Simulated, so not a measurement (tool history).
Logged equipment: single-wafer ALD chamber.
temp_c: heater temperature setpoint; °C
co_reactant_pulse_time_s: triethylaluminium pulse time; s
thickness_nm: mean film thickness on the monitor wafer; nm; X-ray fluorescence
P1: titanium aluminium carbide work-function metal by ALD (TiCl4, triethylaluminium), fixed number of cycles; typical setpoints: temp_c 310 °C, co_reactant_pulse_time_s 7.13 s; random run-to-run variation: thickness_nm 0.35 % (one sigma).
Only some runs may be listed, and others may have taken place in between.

run,day,temp_c,co_reactant_pulse_time_s,hours since the last thermocouple change,hours since the last triethylaluminium bottle change,thickness_nm
1,0.167,310,7.13,170.1,623.5,1.9365
2,0.396,310,7.13,175.6,629,1.9304
3,0.658,300,3.78,181.9,635.3,1.4788
4,0.821,331,7.13,185.8,639.2,2.0949
5,1.021,310,9.39,190.6,644,2.041
6,1.212,286,7.13,195.2,648.6,1.7425
7,1.358,310,7.13,198.7,652.1,1.9534
8,1.579,295,5.12,204,657.4,1.6563
9,1.717,310,3.03,207.3,660.7,1.3778
10,1.938,310,7.13,212.6,666,1.9362
11,2.075,322,2.75,215.9,669.3,1.3626
12,2.204,310,7.13,219,672.4,1.9342
13,2.325,310,7.13,221.9,675.3,1.9237
14,2.525,310,7.13,226.7,680.1,1.9107
15,2.783,310,7.13,232.9,686.3,1.9052
16,2.979,310,7.13,237.6,691,1.91
17,3.204,310,7.13,243,696.4,1.8895
18,3.379,310,7.13,247.2,700.6,1.9056

Something has made what P1 gives creep away from where it was; the 2 causes below, each at its own stated size, fit the log equally well:
A: triethylaluminium dose below that of a fresh bottle (%) = 7.86
B: wafer temperature below the value expected at the setpoint (K) = 4.76
Onset of the creep was near day 2.204.

Each of the check runs listed below is run on 2 wafers and reports their average, with the results left as question marks. Pick the one under which the possible causes would lead to clearly different results.
check 1,3.554,287,7.13,,,?
check 2,3.554,327,7.13,,,?
check 3,3.554,310,3.68,,,?
check 4,3.554,286,7.13,,,?

Check results expected under each cause:
check,result,if A,if B
check 1,thickness_nm,1.7178,1.7149
check 2,thickness_nm,2.0358,2.0381
check 3,thickness_nm,1.4611,1.4932
check 4,thickness_nm,1.71,1.707
Smallest distance between any two causes, each pair judged by its most separating result, in per cent: check 1 0.17 %; check 2 0.11 %; check 3 2.17 %; check 4 0.18 %
Check 3 is the one run that separates the causes; every other check would come out nearly the same whichever cause is at work.

After running check 3, the following was obtained: thickness_nm 1.4926 nm. Which cause does this point to?

It was cause B: wafer temperature below the value expected at the setpoint (K).

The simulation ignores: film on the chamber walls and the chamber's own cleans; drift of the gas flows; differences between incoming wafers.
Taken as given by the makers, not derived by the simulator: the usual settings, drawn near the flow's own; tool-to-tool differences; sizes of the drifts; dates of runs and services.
